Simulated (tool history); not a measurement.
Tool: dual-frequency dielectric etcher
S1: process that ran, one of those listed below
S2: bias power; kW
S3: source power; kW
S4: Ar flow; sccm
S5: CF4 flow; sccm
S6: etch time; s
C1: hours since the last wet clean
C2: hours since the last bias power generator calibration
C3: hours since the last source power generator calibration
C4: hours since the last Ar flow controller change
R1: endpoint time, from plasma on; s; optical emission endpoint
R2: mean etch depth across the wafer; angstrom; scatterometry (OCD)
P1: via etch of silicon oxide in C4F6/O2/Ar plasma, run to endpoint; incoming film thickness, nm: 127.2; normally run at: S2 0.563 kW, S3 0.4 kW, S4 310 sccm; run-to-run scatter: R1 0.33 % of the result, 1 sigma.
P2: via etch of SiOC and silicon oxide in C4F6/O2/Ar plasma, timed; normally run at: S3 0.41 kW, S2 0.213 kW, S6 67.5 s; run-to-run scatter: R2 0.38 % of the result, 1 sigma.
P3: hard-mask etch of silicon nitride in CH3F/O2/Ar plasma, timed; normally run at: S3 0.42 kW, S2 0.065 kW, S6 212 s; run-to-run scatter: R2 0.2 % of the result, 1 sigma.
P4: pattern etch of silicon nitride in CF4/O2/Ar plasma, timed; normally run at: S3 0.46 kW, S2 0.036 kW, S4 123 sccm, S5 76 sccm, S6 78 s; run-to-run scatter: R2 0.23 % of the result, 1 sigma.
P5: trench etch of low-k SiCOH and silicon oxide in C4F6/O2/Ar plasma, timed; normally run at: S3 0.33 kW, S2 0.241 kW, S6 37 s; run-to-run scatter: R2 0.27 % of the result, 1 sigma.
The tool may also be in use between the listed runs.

run,day,S1,S2,S3,S4,S5,S6,C1,C2,C3,C4,R1,R2
1,0.617,P1,0.563,0.4,310,,,94.4,2275.8,564.9,904.4,26.581,
2,1.221,P4,0.036,0.46,79,76,78,108.9,2290.3,579.4,918.9,,1206.1
3,1.683,P4,0.036,0.46,123,76,97,120,2301.4,590.5,930,,1405.1
4,2.117,P4,0.036,0.58,123,76,78,130.4,2311.8,600.9,940.4,,1383.8
5,2.562,P2,0.124,0.41,,,67.5,141.1,2322.5,611.6,951.1,,687.75
6,3.146,P1,0.563,0.4,310,,,155.1,2336.5,625.6,965.1,26.343,
7,3.767,P1,0.563,0.4,224,,,170,2351.4,640.5,980,25.528,
8,4.342,P2,0.213,0.33,,,67.5,183.8,2365.2,654.3,993.8,,750.58
9,4.808,P1,0.563,0.4,310,,,195,2376.4,665.5,1005,26.522,
# day 4.85: Ar flow controller replaced
10,5.188,P2,0.213,0.41,,,67.5,204.1,2385.5,674.6,8.1,,815.58
11,5.6,P1,0.563,0.4,310,,,214,2395.4,684.5,18,26.455,
12,6.038,P3,0.065,0.42,,,212,224.5,2405.9,695,28.5,,1495.3
13,6.538,P3,0.065,0.42,,,151.5,236.5,2417.9,707,40.5,,1071.7
14,7.296,P1,0.563,0.4,378,,,254.7,2436.1,725.2,58.7,27.194,
15,7.775,P2,0.213,0.41,,,67.5,266.2,2447.6,736.7,70.2,,818.51
16,8.375,P5,0.306,0.33,,,37,280.6,2462,751.1,84.6,,1286.2
17,8.825,P1,0.563,0.4,310,,,291.4,2472.8,761.9,95.4,26.546,
18,9.575,P3,0.065,0.58,,,212,309.4,2490.8,779.9,113.4,,1699.5
19,10.188,P5,0.241,0.33,,,25,324.1,2505.5,794.6,128.1,,799.76
20,10.833,P4,0.036,0.46,123,76,78,339.6,2521,810.1,143.6,,1127.4
21,11.388,P5,0.241,0.33,,,37,352.9,2534.3,823.4,156.9,,1179.4
22,11.842,P1,0.404,0.54,310,,,363.8,2545.2,834.3,167.8,26.792,

The next listed run, before its measurement:
23,12.362,P4,0.043,0.46,123,76,78,376.3,2557.7,846.8,180.3,,?

R2: 1211.1 angstrom
